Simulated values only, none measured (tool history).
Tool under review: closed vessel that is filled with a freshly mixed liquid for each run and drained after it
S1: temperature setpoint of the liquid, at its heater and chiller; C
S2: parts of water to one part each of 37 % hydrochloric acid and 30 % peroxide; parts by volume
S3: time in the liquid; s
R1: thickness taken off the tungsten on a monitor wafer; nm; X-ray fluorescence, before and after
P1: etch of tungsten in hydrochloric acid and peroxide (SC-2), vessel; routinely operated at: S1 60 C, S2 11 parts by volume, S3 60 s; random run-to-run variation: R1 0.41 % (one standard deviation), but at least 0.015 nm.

| run | hour | S1 | S2 | S3 | R1 |
|---|---|---|---|---|---|
| 1 | 4.8 | 60 | 11 | 60 | 40.335 |
| 2 | 10.3 | 60 | 20 | 60 | 23.635 |
| 3 | 20.7 | 47 | 16 | 60 | 12.437 |
| 4 | 25.7 | 60 | 4 | 60 | 87.176 |
| 5 | 30.8 | 60 | 11 | 60 | 39.851 |
| 6 | 39.0 | 60 | 11 | 95 | 63.249 |
| 7 | 47.7 | 60 | 11 | 30 | 20.021 |
| 8 | 53.0 | 60 | 11 | 60 | 40.209 |
| 9 | 61.9 | 44 | 11 | 60 | 14.123 |
| 10 | 66.5 | 69 | 11 | 60 | 69.677 |
| 11 | 72.7 | 60 | 11 | 60 | 39.950 |
| 12 | 83.2 | 60 | 11 | 60 | 40.443 |
| 13 | 90.5 | 60 | 11 | 60 | 39.500 |
| 14 | 99.3 | 60 | 11 | 60 | 38.695 |
| 15 | 109.7 | 60 | 11 | 60 | 38.119 |
| 16 | 119.0 | 60 | 11 | 60 | 38.078 |
| 17 | 123.7 | 60 | 11 | 60 | 38.018 |
| 18 | 131.2 | 60 | 11 | 60 | 37.392 |
|  | 133.3 | new drum of peroxide connected |
| 19 | 141.0 | 60 | 11 | 60 | 37.627 |
| 20 | 147.7 | 60 | 11 | 60 | 37.545 |
| 21 | 155.5 | 60 | 11 | 60 | 37.779 |
| 22 | 163.5 | 60 | 11 | 60 | 37.522 |
| 23 | 171.8 | 60 | 11 | 60 | 37.468 |

What P1 gives has crept away from where it was. These 2 causes fit the log equally well, each at the size given:
A: chemicals flow below the setpoint (%) = 7.68
B: liquid colder than its thermometer reads (K) = 1.09
The onset of the drift is placed at about hour 83.2.
Each remaining cause and why it is not a fit:
peroxide weaker than its label (%): serviced after onset, at hour 133.3, with no recovery of the prior output

Below are 4 check runs, each averaged over 2 wafers, with their results shown as question marks. Which of them would give clearly different results depending on which cause is behind the drift?
| check 1 | 180.1 | 68.5 | 11.0 | 30 | ? |
| check 2 | 180.1 | 45.0 | 4.0 | 60 | ? |
| check 3 | 180.1 | 45.5 | 17.5 | 60 | ? |
| check 4 | 180.1 | 60.0 | 17.0 | 60 | ? |

Expected result of each check under each candidate cause:
| check | result | if A | if B |
|---|---|---|---|
| check 1 | R1 | 31.5190 | 31.6070 |
| check 2 | R1 | 30.7410 | 30.0950 |
| check 3 | R1 | 9.6145 | 9.5858 |
| check 4 | R1 | 25.5470 | 25.6280 |
Distance between the nearest two causes, measured in the result of the check that separates them most: check 1 0.28 %; check 2 2.12 %; check 3 0.3 %; check 4 0.32 %
Check 2 tells the causes apart: in the others they would give nearly the same result.

Check 2 was then run and gave: R1 29.9370 nm. Which cause is it?

It is B: liquid colder than its thermometer reads (K).
